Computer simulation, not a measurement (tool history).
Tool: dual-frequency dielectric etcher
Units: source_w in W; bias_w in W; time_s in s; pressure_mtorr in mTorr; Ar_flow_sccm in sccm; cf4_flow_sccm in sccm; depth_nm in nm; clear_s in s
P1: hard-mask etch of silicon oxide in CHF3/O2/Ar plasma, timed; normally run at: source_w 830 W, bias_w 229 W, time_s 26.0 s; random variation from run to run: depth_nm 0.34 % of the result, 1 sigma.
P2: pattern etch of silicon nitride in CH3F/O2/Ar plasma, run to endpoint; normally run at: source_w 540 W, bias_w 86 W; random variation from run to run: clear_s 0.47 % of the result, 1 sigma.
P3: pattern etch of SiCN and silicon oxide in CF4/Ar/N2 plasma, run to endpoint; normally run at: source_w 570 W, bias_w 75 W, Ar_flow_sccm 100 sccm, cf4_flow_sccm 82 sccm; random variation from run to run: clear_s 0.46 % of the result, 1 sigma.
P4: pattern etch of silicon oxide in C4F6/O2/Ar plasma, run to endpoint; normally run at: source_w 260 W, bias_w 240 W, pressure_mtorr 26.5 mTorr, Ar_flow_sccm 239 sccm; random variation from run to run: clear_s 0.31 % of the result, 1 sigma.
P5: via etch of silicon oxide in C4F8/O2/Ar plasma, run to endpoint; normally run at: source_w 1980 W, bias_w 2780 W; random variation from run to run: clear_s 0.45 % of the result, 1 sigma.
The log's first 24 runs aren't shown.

| run | hour | process | source_w | bias_w | time_s | pressure_mtorr | Ar_flow_sccm | cf4_flow_sccm | hours since the last wet clean | hours since the last source power generator calibration | hours since the last bias power generator calibration | depth_nm | clear_s |
|---|---|---|---|---|---|---|---|---|---|---|---|---|---|
| 25 | 352.5 | P5 | 1980 | 1789 |  |  |  |  | 482.8 | 1268.7 | 1127.2 |  | 258.940 |
| 26 | 364.2 | P3 | 730 | 75 |  |  | 100 | 82 | 494.5 | 1280.4 | 1138.9 |  | 10.719 |
| 27 | 373.7 | P4 | 260 | 240 |  | 26.5 | 239 |  | 504.0 | 1289.9 | 1148.4 |  | 14.090 |
| 28 | 390.2 | P1 | 830 | 229 | 26.0 |  |  |  | 520.5 | 1306.4 | 1164.9 | 65.164 |  |
| 29 | 402.1 | P1 | 1040 | 166 | 26.0 |  |  |  | 532.4 | 1318.3 | 1176.8 | 63.644 |  |
| 30 | 415.8 | P3 | 570 | 75 |  |  | 100 | 82 | 546.1 | 1332.0 | 1190.5 |  | 13.327 |
| 31 | 433.2 | P1 | 830 | 152 | 26.0 |  |  |  | 563.5 | 1349.4 | 1207.9 | 56.630 |  |
| 32 | 445.0 | P3 | 570 | 75 |  |  | 75 | 82 | 575.3 | 1361.2 | 1219.7 |  | 12.836 |
| 33 | 453.9 | P2 | 540 | 86 |  |  |  |  | 584.2 | 1370.1 | 1228.6 |  | 41.992 |
| 34 | 471.6 | P1 | 830 | 229 | 26.0 |  |  |  | 601.9 | 1387.8 | 1246.3 | 64.779 |  |
| 35 | 490.5 | P1 | 830 | 229 | 26.0 |  |  |  | 620.8 | 1406.7 | 1265.2 | 65.493 |  |
| 36 | 506.7 | P1 | 830 | 229 | 26.0 |  |  |  | 637.0 | 1422.9 | 1281.4 | 66.026 |  |
| 37 | 515.3 | P1 | 830 | 229 | 26.0 |  |  |  | 645.6 | 1431.5 | 1290.0 | 65.688 |  |

Forecast run 38:
|  | 531.2 | wet clean of the chamber |
| 38 | 532.3 | P1 | 830 | 229 | 26.0 |  |  |  | 1.1 | 1448.5 | 1307.0 | ? |  |

{"run 38": {"depth_nm": 65.614}}
